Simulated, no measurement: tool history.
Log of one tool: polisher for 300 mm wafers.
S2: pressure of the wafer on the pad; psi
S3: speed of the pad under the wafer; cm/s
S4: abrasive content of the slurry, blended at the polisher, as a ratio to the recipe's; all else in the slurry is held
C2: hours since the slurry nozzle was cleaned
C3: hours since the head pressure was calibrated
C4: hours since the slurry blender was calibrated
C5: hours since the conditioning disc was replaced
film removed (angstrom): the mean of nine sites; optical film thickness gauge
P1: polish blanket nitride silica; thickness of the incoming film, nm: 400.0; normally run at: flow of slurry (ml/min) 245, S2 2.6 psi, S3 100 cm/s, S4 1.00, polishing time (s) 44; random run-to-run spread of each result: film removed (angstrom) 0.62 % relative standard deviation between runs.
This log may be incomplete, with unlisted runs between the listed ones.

{"run": 1, "hour": 6.1, "flow of slurry (ml/min)": 245, "S2": 2.6, "S3": 100, "S4": 1.0, "polishing time (s)": 44, "wafers polished on this pad": 504, "C2": 470.6, "C3": 729.2, "C4": 85.9, "C5": 398.9, "film removed (angstrom)": 167.76}
{"run": 2, "hour": 12.8, "flow of slurry (ml/min)": 245, "S2": 2.6, "S3": 100, "S4": 0.7, "polishing time (s)": 26, "wafers polished on this pad": 566, "C2": 477.3, "C3": 735.9, "C4": 92.6, "C5": 405.6, "film removed (angstrom)": 82.165}
{"run": 3, "hour": 18.5, "flow of slurry (ml/min)": 245, "S2": 3.9, "S3": 100, "S4": 1.45, "polishing time (s)": 44, "wafers polished on this pad": 620, "C2": 483.0, "C3": 741.6, "C4": 98.3, "C5": 411.3, "film removed (angstrom)": 296.79}
{"run": 4, "hour": 23.3, "flow of slurry (ml/min)": 245, "S2": 2.6, "S3": 100, "S4": 0.7, "polishing time (s)": 44, "wafers polished on this pad": 665, "C2": 487.8, "C3": 746.4, "C4": 103.1, "C5": 416.1, "film removed (angstrom)": 140.71}
{"run": 5, "hour": 28.4, "flow of slurry (ml/min)": 245, "S2": 3.9, "S3": 100, "S4": 1.0, "polishing time (s)": 44, "wafers polished on this pad": 713, "C2": 492.9, "C3": 751.5, "C4": 108.2, "C5": 421.2, "film removed (angstrom)": 251.68}
{"run": 6, "hour": 33.8, "flow of slurry (ml/min)": 340, "S2": 2.6, "S3": 100, "S4": 1.0, "polishing time (s)": 44, "wafers polished on this pad": 763, "C2": 498.3, "C3": 756.9, "C4": 113.6, "C5": 426.6, "film removed (angstrom)": 174.29}
{"run": 7, "hour": 41.0, "flow of slurry (ml/min)": 245, "S2": 2.6, "S3": 100, "S4": 1.0, "polishing time (s)": 32, "wafers polished on this pad": 831, "C2": 505.5, "C3": 764.1, "C4": 120.8, "C5": 433.8, "film removed (angstrom)": 121.39}
{"run": 8, "hour": 45.8, "flow of slurry (ml/min)": 245, "S2": 1.5, "S3": 100, "S4": 1.0, "polishing time (s)": 44, "wafers polished on this pad": 876, "C2": 510.3, "C3": 768.9, "C4": 125.6, "C5": 438.6, "film removed (angstrom)": 96.562}
{"run": 9, "hour": 51.6, "flow of slurry (ml/min)": 245, "S2": 1.6, "S3": 100, "S4": 1.45, "polishing time (s)": 44, "wafers polished on this pad": 930, "C2": 516.1, "C3": 774.7, "C4": 131.4, "C5": 444.4, "film removed (angstrom)": 120.69}
{"run": 10, "hour": 54.8, "flow of slurry (ml/min)": 245, "S2": 2.6, "S3": 100, "S4": 1.0, "polishing time (s)": 64, "wafers polished on this pad": 960, "C2": 519.3, "C3": 777.9, "C4": 134.6, "C5": 447.6, "film removed (angstrom)": 245.08}
{"run": 11, "hour": 59.3, "flow of slurry (ml/min)": 245, "S2": 2.6, "S3": 100, "S4": 1.0, "polishing time (s)": 44, "wafers polished on this pad": 1002, "C2": 523.8, "C3": 782.4, "C4": 139.1, "C5": 452.1, "film removed (angstrom)": 167.41}
{"run": 12, "hour": 66.0, "flow of slurry (ml/min)": 245, "S2": 2.6, "S3": 100, "S4": 1.0, "polishing time (s)": 44, "wafers polished on this pad": 1065, "C2": 530.5, "C3": 789.1, "C4": 145.8, "C5": 458.8, "film removed (angstrom)": 170.27}
{"run": 13, "hour": 71.1, "flow of slurry (ml/min)": 145, "S2": 2.6, "S3": 100, "S4": 1.0, "polishing time (s)": 44, "wafers polished on this pad": 1113, "C2": 535.6, "C3": 794.2, "C4": 150.9, "C5": 463.9, "film removed (angstrom)": 154.22}
{"run": 14, "hour": 77.8, "flow of slurry (ml/min)": 245, "S2": 2.6, "S3": 44, "S4": 1.0, "polishing time (s)": 44, "wafers polished on this pad": 1175, "C2": 542.3, "C3": 800.9, "C4": 157.6, "C5": 470.6, "film removed (angstrom)": 86.618}
{"run": 15, "hour": 83.6, "flow of slurry (ml/min)": 245, "S2": 2.6, "S3": 100, "S4": 1.0, "polishing time (s)": 44, "wafers polished on this pad": 1230, "C2": 548.1, "C3": 806.7, "C4": 163.4, "C5": 476.4, "film removed (angstrom)": 167.84}
{"run": 16, "hour": 88.3, "flow of slurry (ml/min)": 245, "S2": 2.6, "S3": 100, "S4": 1.45, "polishing time (s)": 44, "wafers polished on this pad": 1274, "C2": 552.8, "C3": 811.4, "C4": 168.1, "C5": 481.1, "film removed (angstrom)": 194.59}
{"run": 17, "hour": 94.9, "flow of slurry (ml/min)": 245, "S2": 2.6, "S3": 100, "S4": 1.0, "polishing time (s)": 44, "wafers polished on this pad": 1335, "C2": 559.4, "C3": 818.0, "C4": 174.7, "C5": 487.7, "film removed (angstrom)": 170.27}
{"run": 18, "hour": 100.4, "flow of slurry (ml/min)": 245, "S2": 2.6, "S3": 152, "S4": 1.0, "polishing time (s)": 44, "wafers polished on this pad": 1387, "C2": 564.9, "C3": 823.5, "C4": 180.2, "C5": 493.2, "film removed (angstrom)": 234.65}
{"run": 19, "hour": 105.0, "flow of slurry (ml/min)": 245, "S2": 2.6, "S3": 100, "S4": 1.0, "polishing time (s)": 44, "wafers polished on this pad": 1430, "C2": 569.5, "C3": 828.1, "C4": 184.8, "C5": 497.8, "film removed (angstrom)": 170.14}
{"run": 20, "hour": 111.8, "flow of slurry (ml/min)": 245, "S2": 2.6, "S3": 100, "S4": 1.0, "polishing time (s)": 44, "wafers polished on this pad": 1494, "C2": 576.3, "C3": 834.9, "C4": 191.6, "C5": 504.6, "film removed (angstrom)": 157.94}

The next listed run, before its measurement:
{"run": 21, "hour": 117.1, "flow of slurry (ml/min)": 245, "S2": 2.6, "S3": 100, "S4": 1.0, "polishing time (s)": 44, "wafers polished on this pad": 1543, "C2": 581.6, "C3": 840.2, "C4": 196.9, "C5": 509.9, "film removed (angstrom)": "?"}

film removed (angstrom): 152.840

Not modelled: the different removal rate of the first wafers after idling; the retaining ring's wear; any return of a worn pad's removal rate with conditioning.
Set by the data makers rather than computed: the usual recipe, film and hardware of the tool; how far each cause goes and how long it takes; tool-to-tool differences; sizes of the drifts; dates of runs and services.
